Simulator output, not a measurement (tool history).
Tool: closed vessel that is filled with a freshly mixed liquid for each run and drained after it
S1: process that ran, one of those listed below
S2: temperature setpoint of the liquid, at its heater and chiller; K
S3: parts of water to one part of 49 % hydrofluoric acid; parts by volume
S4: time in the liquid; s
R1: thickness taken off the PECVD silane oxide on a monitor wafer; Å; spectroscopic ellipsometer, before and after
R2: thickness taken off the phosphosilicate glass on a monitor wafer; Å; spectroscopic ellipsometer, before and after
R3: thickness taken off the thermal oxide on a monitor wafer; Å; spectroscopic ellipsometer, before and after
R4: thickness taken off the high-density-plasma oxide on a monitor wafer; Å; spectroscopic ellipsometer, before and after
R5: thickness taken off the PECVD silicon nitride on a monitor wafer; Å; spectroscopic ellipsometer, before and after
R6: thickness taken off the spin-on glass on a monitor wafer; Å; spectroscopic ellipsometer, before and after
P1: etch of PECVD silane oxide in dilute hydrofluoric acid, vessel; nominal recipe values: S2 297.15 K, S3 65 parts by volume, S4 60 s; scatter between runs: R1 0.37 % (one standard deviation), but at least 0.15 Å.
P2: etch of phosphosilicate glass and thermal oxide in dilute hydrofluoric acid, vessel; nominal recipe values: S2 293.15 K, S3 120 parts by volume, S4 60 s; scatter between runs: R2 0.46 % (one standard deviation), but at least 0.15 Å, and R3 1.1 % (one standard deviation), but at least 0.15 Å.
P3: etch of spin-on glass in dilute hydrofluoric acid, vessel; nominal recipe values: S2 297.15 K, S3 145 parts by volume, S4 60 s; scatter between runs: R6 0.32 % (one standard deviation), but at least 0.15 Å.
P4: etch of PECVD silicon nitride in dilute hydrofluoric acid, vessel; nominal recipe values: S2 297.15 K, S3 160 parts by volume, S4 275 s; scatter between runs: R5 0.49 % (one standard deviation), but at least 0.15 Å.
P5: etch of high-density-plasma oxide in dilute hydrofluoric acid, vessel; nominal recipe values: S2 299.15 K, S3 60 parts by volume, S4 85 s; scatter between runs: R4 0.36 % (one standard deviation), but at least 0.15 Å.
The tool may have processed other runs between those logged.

run 1 hour=5.8 | S1=P1 S2=297.15 S3=65 S4=60 | R1=264.5
run 2 hour=11 | S1=P1 S2=302.15 S3=65 S4=60 | R1=324.87
run 3 hour=13.8 | S1=P2 S2=299.65 S3=120 S4=60 | R2=626.89 R3=24.715
run 4 hour=17 | S1=P5 S2=299.15 S3=60 S4=85 | R4=143.81
run 5 hour=23.2 | S1=P2 S2=293.15 S3=120 S4=30 | R2=243.83 R3=9.5221
run 6 hour=28.5 | S1=P5 S2=299.15 S3=100 S4=85 | R4=82.198
run 7 hour=34.6 | S1=P4 S2=297.15 S3=160 S4=275 | R5=89.399
run 8 hour=40 | S1=P1 S2=297.15 S3=65 S4=60 | R1=264.2
run 9 hour=43.7 | S1=P2 S2=293.15 S3=120 S4=60 | R2=487.77 R3=19.559
run 10 hour=48.8 | S1=P1 S2=297.15 S3=65 S4=60 | R1=263.29
run 11 hour=54.9 | S1=P3 S2=297.15 S3=145 S4=30 | R6=76.152
run 12 hour=59.8 | S1=P4 S2=297.15 S3=80 S4=275 | R5=177.71
run 13 hour=65.9 | S1=P5 S2=299.15 S3=60 S4=85 | R4=144.46
run 14 hour=68.9 | S1=P1 S2=297.15 S3=65 S4=60 | R1=264.6
run 15 hour=74.3 | S1=P1 S2=303.65 S3=65 S4=30 | R1=172.93
run 16 hour=78.7 | S1=P1 S2=297.15 S3=65 S4=60 | R1=265.26
run 17 hour=83.9 | S1=P5 S2=299.15 S3=60 S4=155 | R4=262.03
run 18 hour=89.6 | S1=P2 S2=293.15 S3=35 S4=60 | R2=1836.5 R3=72.463
run 19 hour=95 | S1=P3 S2=297.15 S3=145 S4=60 | R6=150.81
run 20 hour=99.8 | S1=P3 S2=292.65 S3=145 S4=60 | R6=127
run 21 hour=105 | S1=P1 S2=293.15 S3=65 S4=60 | R1=224.54
run 22 hour=108.7 | S1=P1 S2=297.15 S3=65 S4=90 | R1=396.59
run 23 hour=112.9 | S1=P1 S2=297.15 S3=35 S4=60 | R1=515.34
run 24 hour=118.2 | S1=P1 S2=297.15 S3=65 S4=30 | R1=132.89
run 25 hour=122.3 | S1=P5 S2=305.65 S3=60 S4=85 | R4=187.37
run 26 hour=127.4 | S1=P4 S2=305.15 S3=160 S4=275 | R5=146.56
run 27 hour=133.5 | S1=P4 S2=297.15 S3=160 S4=275 | R5=89.528
run 28 hour=136.8 | S1=P1 S2=297.15 S3=100 S4=60 | R1=164.66
run 29 hour=140.3 | S1=P3 S2=297.15 S3=60 S4=60 | R6=407.1
run 30 hour=143 | S1=P1 S2=297.15 S3=65 S4=60 | R1=264.12
run 31 hour=148.1 | S1=P4 S2=297.15 S3=160 S4=410 | R5=132.46
run 32 hour=151.3 | S1=P1 S2=297.15 S3=65 S4=60 | R1=264.25
run 33 hour=154.7 | S1=P1 S2=297.15 S3=65 S4=60 | R1=258.99
run 34 hour=157.5 | S1=P1 S2=297.15 S3=65 S4=60 | R1=255.32
run 35 hour=162.2 | S1=P1 S2=297.15 S3=65 S4=60 | R1=252.65
run 36 hour=165 | S1=P1 S2=297.15 S3=65 S4=60 | R1=249.74
run 37 hour=168.1 | S1=P1 S2=297.15 S3=65 S4=60 | R1=249.51
run 38 hour=173.1 | S1=P1 S2=297.15 S3=65 S4=60 | R1=247.91
run 39 hour=177.7 | S1=P1 S2=297.15 S3=65 S4=60 | R1=248.7
run 40 hour=180.5 | S1=P1 S2=297.15 S3=65 S4=60 | R1=246.38
run 41 hour=183.5 | S1=P1 S2=297.15 S3=65 S4=60 | R1=248.16
run 42 hour=188.4 | S1=P1 S2=297.15 S3=65 S4=60 | R1=247.99

P1 no longer gives what it gave before; its output has crept away from where it was. The following 2 causes, each at its listed size, fit the log equally well:
A: hydrofluoric acid flow below the setpoint (%) = 6.23
B: liquid colder than its thermometer reads (K) = 1.71
Creep in the process output first set in at about hour 151.3.

Of the 4 check runs listed below, each run on one wafer and each result written as a question mark, which would let you distinguish the listed causes because they would give clearly different results?
run check 1 hour=193.3 | S1=P3 S2=293.15 S3=145 S4=30 | R6=?
run check 2 hour=193.3 | S1=P4 S2=302.15 S3=160 S4=275 | R5=?
run check 3 hour=193.3 | S1=P5 S2=303.15 S3=95 S4=85 | R4=?
run check 4 hour=193.3 | S1=P2 S2=293.15 S3=35 S4=60 | R2=? R3=?

What each check would give under each cause:
check=check_1 result=R6 if_A=60.234 if_B=60.566
check=check_2 result=R5 if_A=114.65 if_B=110.06
check=check_3 result=R4 if_A=94.348 if_B=95.139
check=check_4 result=R2 if_A=1713.8 if_B=1702.5
check=check_4 result=R3 if_A=68.047 if_B=67.597
Distance between the nearest two causes, measured in the result of the check that separates them most: check 1 0.55 %; check 2 4.08 %; check 3 0.84 %; check 4 0.66 %
The other checks would show nearly matching results whichever cause is true, so check 2 is the only one that separates the causes.

Then check 2 was run and gave: R5 110.62 Å. Which cause is it?

The cause is B: liquid colder than its thermometer reads (K).
